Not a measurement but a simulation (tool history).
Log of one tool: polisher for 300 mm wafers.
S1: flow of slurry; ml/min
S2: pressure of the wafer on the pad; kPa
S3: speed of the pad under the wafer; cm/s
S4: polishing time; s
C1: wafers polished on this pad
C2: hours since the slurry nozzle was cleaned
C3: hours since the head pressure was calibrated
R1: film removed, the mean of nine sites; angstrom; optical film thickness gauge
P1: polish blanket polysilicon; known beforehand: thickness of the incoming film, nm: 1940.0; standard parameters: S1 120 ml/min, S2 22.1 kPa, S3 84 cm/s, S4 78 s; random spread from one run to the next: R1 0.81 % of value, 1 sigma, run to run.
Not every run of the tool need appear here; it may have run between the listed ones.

Run 1, hour 9.8: S1 120 ml/min, S2 22.1 kPa, S3 84 cm/s, S4 78 s; C1 522; C2 340.4; C3 441.6. Result: R1 6542.0 angstrom.
Run 2, hour 19.9: S1 120 ml/min, S2 22.1 kPa, S3 124 cm/s, S4 78 s; C1 590; C2 350.5; C3 451.7. Result: R1 9681.5 angstrom.
Run 3, hour 30.0: S1 70 ml/min, S2 22.1 kPa, S3 84 cm/s, S4 78 s; C1 657; C2 360.6; C3 461.8. Result: R1 5685.2 angstrom.
Run 4, hour 45.3: S1 180 ml/min, S2 22.1 kPa, S3 84 cm/s, S4 78 s; C1 760; C2 375.9; C3 477.1. Result: R1 7071.5 angstrom.
Run 5, hour 62.1: S1 120 ml/min, S2 22.1 kPa, S3 84 cm/s, S4 78 s; C1 872; C2 392.7; C3 493.9. Result: R1 6648.2 angstrom.
Run 6, hour 76.5: S1 120 ml/min, S2 31.0 kPa, S3 84 cm/s, S4 78 s; C1 968; C2 407.1; C3 508.3. Result: R1 9323.1 angstrom.
Run 7, hour 89.8: S1 120 ml/min, S2 22.1 kPa, S3 84 cm/s, S4 78 s; C1 1057; C2 420.4; C3 521.6. Result: R1 6626.6 angstrom.
Run 8, hour 105.9: S1 120 ml/min, S2 11.7 kPa, S3 84 cm/s, S4 78 s; C1 1165; C2 436.5; C3 537.7. Result: R1 3478.2 angstrom.
At hour 122.4: slurry nozzle cleaned.
Run 9, hour 123.6: S1 150 ml/min, S2 33.1 kPa, S3 84 cm/s, S4 78 s; C1 1283; C2 1.2; C3 555.4. Result: R1 10339.0 angstrom.
Run 10, hour 141.9: S1 120 ml/min, S2 22.1 kPa, S3 84 cm/s, S4 114 s; C1 1405; C2 19.5; C3 573.7. Result: R1 9621.3 angstrom.
Run 11, hour 152.1: S1 120 ml/min, S2 22.1 kPa, S3 38 cm/s, S4 78 s; C1 1473; C2 29.7; C3 583.9. Result: R1 2954.1 angstrom.
Run 12, hour 164.2: S1 70 ml/min, S2 13.8 kPa, S3 84 cm/s, S4 78 s; C1 1554; C2 41.8; C3 596.0. Result: R1 3590.3 angstrom.
Run 13, hour 177.0: S1 120 ml/min, S2 22.1 kPa, S3 84 cm/s, S4 38 s; C1 1640; C2 54.6; C3 608.8. Result: R1 3206.5 angstrom.
Run 14, hour 195.1: S1 120 ml/min, S2 22.1 kPa, S3 84 cm/s, S4 78 s; C1 1761; C2 72.7; C3 626.9. Result: R1 6501.6 angstrom.
Run 15, hour 209.0: S1 120 ml/min, S2 22.1 kPa, S3 84 cm/s, S4 78 s; C1 1854; C2 86.6; C3 640.8. Result: R1 6532.2 angstrom.

What does the tool deliver on the next run?
Run 16, hour 217.7: S1 120 ml/min, S2 22.1 kPa, S3 84 cm/s, S4 78 s; C1 1912; C2 95.3; C3 649.5. Result: R1 ?.

Run 16 measured R1 6565.5 angstrom.
